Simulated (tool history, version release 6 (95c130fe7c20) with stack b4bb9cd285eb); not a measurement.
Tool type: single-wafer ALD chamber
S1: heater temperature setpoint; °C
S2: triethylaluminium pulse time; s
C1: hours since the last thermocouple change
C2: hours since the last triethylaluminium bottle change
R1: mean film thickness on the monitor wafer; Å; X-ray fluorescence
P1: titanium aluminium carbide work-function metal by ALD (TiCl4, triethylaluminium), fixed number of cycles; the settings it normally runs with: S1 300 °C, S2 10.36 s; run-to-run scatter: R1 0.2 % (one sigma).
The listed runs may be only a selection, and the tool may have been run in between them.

run    day   S1     S2     C1     C2      R1
  1  0.596  300  10.36  549.1  342.4  20.068
  2  1.125  321  10.36  561.8  355.1  21.883
  3  1.454  300  10.36  569.7  363.0  20.099
  4  1.983  279  10.36  582.4  375.7  18.201
  5  2.333  287   5.81  590.8  384.1  16.853
  6  2.804  300   4.70  602.1  395.4  16.551
  7  3.104  322  14.14  609.3  402.6  22.460
  8  3.671  300  10.36  622.9  416.2  19.996
  9  4.088  323  16.27  632.9  426.2  22.656
 10  4.633  300  15.42  646.0  439.3  20.497
     4.671  -- thermocouple changed; heater temperature recalibrated
 11  5.100  300  10.36   10.3  450.5  20.064
 12  5.592  300  10.36   22.1  462.3  20.111
 13  6.017  300  10.36   32.3  472.5  20.060
 14  6.533  300  10.36   44.7  484.9  19.882
 15  6.867  300  10.36   52.7  492.9  19.836
 16  7.371  300  10.36   64.8  505.0  19.766
 17  7.900  300  10.36   77.5  517.7  19.626
 18  8.392  300  10.36   89.3  529.5  19.673
 19  8.667  300  10.36   95.9  536.1  19.627

Run 20 comes next. What will it give?
 20  9.029  300  10.36  104.6  544.8   ?

{"run 20": {"R1": 19.605}}

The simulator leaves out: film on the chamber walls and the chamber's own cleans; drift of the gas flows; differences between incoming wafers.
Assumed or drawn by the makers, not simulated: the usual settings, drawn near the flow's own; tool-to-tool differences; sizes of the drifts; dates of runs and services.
